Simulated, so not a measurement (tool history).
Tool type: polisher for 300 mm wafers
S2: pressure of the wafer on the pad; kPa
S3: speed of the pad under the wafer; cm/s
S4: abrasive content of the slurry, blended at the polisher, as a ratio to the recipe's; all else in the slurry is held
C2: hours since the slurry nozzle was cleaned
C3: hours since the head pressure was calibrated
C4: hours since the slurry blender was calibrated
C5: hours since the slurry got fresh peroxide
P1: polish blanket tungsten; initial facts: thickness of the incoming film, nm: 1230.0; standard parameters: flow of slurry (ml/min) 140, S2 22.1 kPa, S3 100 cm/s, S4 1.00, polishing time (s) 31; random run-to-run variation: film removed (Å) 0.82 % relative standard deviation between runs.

Run 1, day 0.275: flow of slurry (ml/min) 140, S2 22.1 kPa, S3 100 cm/s, S4 1.00, polishing time (s) 31; wafers polished on this pad 232; C2 42.0; C3 577.2; C4 100.9; C5 63.2. Result: film removed (Å) 1035.00.
Run 2, day 0.483: flow of slurry (ml/min) 140, S2 22.1 kPa, S3 100 cm/s, S4 1.00, polishing time (s) 31; wafers polished on this pad 305; C2 47.0; C3 582.2; C4 105.9; C5 68.2. Result: film removed (Å) 1040.50.
Run 3, day 0.629: flow of slurry (ml/min) 140, S2 22.1 kPa, S3 126 cm/s, S4 1.00, polishing time (s) 31; wafers polished on this pad 356; C2 50.5; C3 585.7; C4 109.4; C5 71.7. Result: film removed (Å) 1320.10.
Run 4, day 0.850: flow of slurry (ml/min) 140, S2 11.0 kPa, S3 100 cm/s, S4 1.00, polishing time (s) 31; wafers polished on this pad 433; C2 55.8; C3 591.0; C4 114.7; C5 77.0. Result: film removed (Å) 513.20.
Run 5, day 1.096: flow of slurry (ml/min) 215, S2 22.1 kPa, S3 100 cm/s, S4 1.00, polishing time (s) 31; wafers polished on this pad 519; C2 61.7; C3 596.9; C4 120.6; C5 82.9. Result: film removed (Å) 1122.90.
Run 6, day 1.371: flow of slurry (ml/min) 140, S2 22.1 kPa, S3 48 cm/s, S4 1.00, polishing time (s) 31; wafers polished on this pad 615; C2 68.3; C3 603.5; C4 127.2; C5 89.5. Result: film removed (Å) 496.39.
Run 7, day 1.579: flow of slurry (ml/min) 140, S2 22.1 kPa, S3 100 cm/s, S4 0.65, polishing time (s) 16; wafers polished on this pad 687; C2 73.3; C3 608.5; C4 132.2; C5 94.5. Result: film removed (Å) 488.99.
Run 8, day 1.792: flow of slurry (ml/min) 140, S2 22.1 kPa, S3 100 cm/s, S4 1.00, polishing time (s) 31; wafers polished on this pad 762; C2 78.4; C3 613.6; C4 137.3; C5 99.6. Result: film removed (Å) 1056.50.
Run 9, day 2.054: flow of slurry (ml/min) 140, S2 33.1 kPa, S3 100 cm/s, S4 1.00, polishing time (s) 31; wafers polished on this pad 853; C2 84.7; C3 619.9; C4 143.6; C5 105.9. Result: film removed (Å) 1583.30.
Run 10, day 2.229: flow of slurry (ml/min) 85, S2 22.1 kPa, S3 100 cm/s, S4 1.00, polishing time (s) 31; wafers polished on this pad 914; C2 88.9; C3 624.1; C4 147.8; C5 110.1. Result: film removed (Å) 927.07.
Run 11, day 2.417: flow of slurry (ml/min) 140, S2 31.7 kPa, S3 48 cm/s, S4 1.00, polishing time (s) 31; wafers polished on this pad 980; C2 93.4; C3 628.6; C4 152.3; C5 114.6. Result: film removed (Å) 728.40.
Run 12, day 2.612: flow of slurry (ml/min) 140, S2 22.1 kPa, S3 100 cm/s, S4 1.30, polishing time (s) 31; wafers polished on this pad 1048; C2 98.1; C3 633.3; C4 157.0; C5 119.3. Result: film removed (Å) 1104.80.
Run 13, day 2.838: flow of slurry (ml/min) 140, S2 22.1 kPa, S3 100 cm/s, S4 1.00, polishing time (s) 20; wafers polished on this pad 1126; C2 103.5; C3 638.7; C4 162.4; C5 124.7. Result: film removed (Å) 680.40.
Run 14, day 2.983: flow of slurry (ml/min) 140, S2 22.1 kPa, S3 100 cm/s, S4 0.55, polishing time (s) 31; wafers polished on this pad 1177; C2 107.0; C3 642.2; C4 165.9; C5 128.2. Result: film removed (Å) 908.88.
Run 15, day 3.262: flow of slurry (ml/min) 140, S2 22.1 kPa, S3 100 cm/s, S4 1.00, polishing time (s) 31; wafers polished on this pad 1275; C2 113.7; C3 648.9; C4 172.6; C5 134.9. Result: film removed (Å) 1042.90.
Run 16, day 3.542: flow of slurry (ml/min) 140, S2 22.1 kPa, S3 100 cm/s, S4 1.00, polishing time (s) 49; wafers polished on this pad 1372; C2 120.4; C3 655.6; C4 179.3; C5 141.6. Result: film removed (Å) 1650.30.
At day 3.621: worn pad replaced by a new one.
Run 17, day 3.800: flow of slurry (ml/min) 140, S2 22.1 kPa, S3 100 cm/s, S4 1.00, polishing time (s) 31; wafers polished on this pad 63; C2 126.6; C3 661.8; C4 185.5; C5 147.8. Result: film removed (Å) 1034.40.
Run 18, day 4.083: flow of slurry (ml/min) 140, S2 22.1 kPa, S3 100 cm/s, S4 1.00, polishing time (s) 31; wafers polished on this pad 161; C2 133.4; C3 668.6; C4 192.3; C5 154.6. Result: film removed (Å) 1045.70.
Run 19, day 4.283: flow of slurry (ml/min) 140, S2 22.1 kPa, S3 100 cm/s, S4 1.00, polishing time (s) 31; wafers polished on this pad 231; C2 138.2; C3 673.4; C4 197.1; C5 159.4. Result: film removed (Å) 994.12.
Run 20, day 4.421: flow of slurry (ml/min) 140, S2 22.1 kPa, S3 100 cm/s, S4 1.00, polishing time (s) 31; wafers polished on this pad 279; C2 141.5; C3 676.7; C4 200.4; C5 162.7. Result: film removed (Å) 993.11.
Run 21, day 4.633: flow of slurry (ml/min) 140, S2 22.1 kPa, S3 100 cm/s, S4 1.00, polishing time (s) 31; wafers polished on this pad 353; C2 146.6; C3 681.8; C4 205.5; C5 167.8. Result: film removed (Å) 957.01.
At day 4.888: head pressure recalibrated.
Run 22, day 4.946: flow of slurry (ml/min) 140, S2 22.1 kPa, S3 100 cm/s, S4 1.00, polishing time (s) 31; wafers polished on this pad 462; C2 154.1; C3 1.4; C4 213.0; C5 175.3. Result: film removed (Å) 945.84.
At day 5.112: worn pad replaced by a new one.
Run 23, day 5.150: flow of slurry (ml/min) 140, S2 22.1 kPa, S3 100 cm/s, S4 1.00, polishing time (s) 31; wafers polished on this pad 13; C2 159.0; C3 6.3; C4 217.9; C5 180.2. Result: film removed (Å) 938.50.
Run 24, day 5.333: flow of slurry (ml/min) 140, S2 22.1 kPa, S3 100 cm/s, S4 1.00, polishing time (s) 31; wafers polished on this pad 77; C2 163.4; C3 10.7; C4 222.3; C5 184.6. Result: film removed (Å) 941.54.
At day 5.529: slurry blender recalibrated.
Run 25, day 5.575: flow of slurry (ml/min) 140, S2 22.1 kPa, S3 100 cm/s, S4 1.00, polishing time (s) 31; wafers polished on this pad 161; C2 169.2; C3 16.5; C4 1.1; C5 190.4. Result: film removed (Å) 939.02.
Run 26, day 5.879: flow of slurry (ml/min) 140, S2 22.1 kPa, S3 100 cm/s, S4 1.00, polishing time (s) 31; wafers polished on this pad 268; C2 176.5; C3 23.8; C4 8.4; C5 197.7. Result: film removed (Å) 952.76.
Run 27, day 6.021: flow of slurry (ml/min) 140, S2 22.1 kPa, S3 100 cm/s, S4 1.00, polishing time (s) 31; wafers polished on this pad 317; C2 179.9; C3 27.2; C4 11.8; C5 201.1. Result: film removed (Å) 934.88.

Something has made what P1 gives creep away from where it was; the 2 causes below, each at its own stated size, fit the log equally well:
A: slurry flow missing at the pad, % = 37.2
B: peroxide lost from the slurry, % = 23.8
The onset of the drift is placed at about day 4.083.
The rest of the possible causes, and what rules out each one:
removal rate lost through wear of the pad, %: serviced at day 5.112, after the drift had started, without restoring the earlier output
head's pressure below its setpoint, %: serviced at day 4.888, after the drift had started, without restoring the earlier output
abrasive missing from the slurry, %: serviced at day 5.529, after the drift had started, without restoring the earlier output

Of the 4 check runs below, each run on 5 wafers with the results averaged and each result still a question mark, which one would tell the listed causes apart?
Run check 1, day 6.162: flow of slurry (ml/min) 195, S2 22.1 kPa, S3 100 cm/s, S4 0.60, polishing time (s) 31. Result: film removed (Å) ?.
Run check 2, day 6.162: flow of slurry (ml/min) 140, S2 22.1 kPa, S3 100 cm/s, S4 0.65, polishing time (s) 48. Result: film removed (Å) ?.
Run check 3, day 6.162: flow of slurry (ml/min) 140, S2 29.0 kPa, S3 70 cm/s, S4 1.00, polishing time (s) 31. Result: film removed (Å) ?.
Run check 4, day 6.162: flow of slurry (ml/min) 140, S2 33.1 kPa, S3 100 cm/s, S4 1.00, polishing time (s) 42. Result: film removed (Å) ?.

What each check would give under each cause:
  check            result     if A     if B
check 1  film removed (Å)   901.14   876.31
check 2  film removed (Å)  1311.10  1310.80
check 3  film removed (Å)   859.53   859.33
check 4  film removed (Å)  1901.30  1900.80
How far apart the two closest causes lie, in the result that separates them most: check 1 2.79 %; check 2 0.02 %; check 3 0.02 %; check 4 0.02 %
Check 1 tells the causes apart: in the others they would give nearly the same result.

After running check 1, the following was obtained: film removed (Å) 894.39. Which cause does this point to?

A is the cause: slurry flow missing at the pad, %.
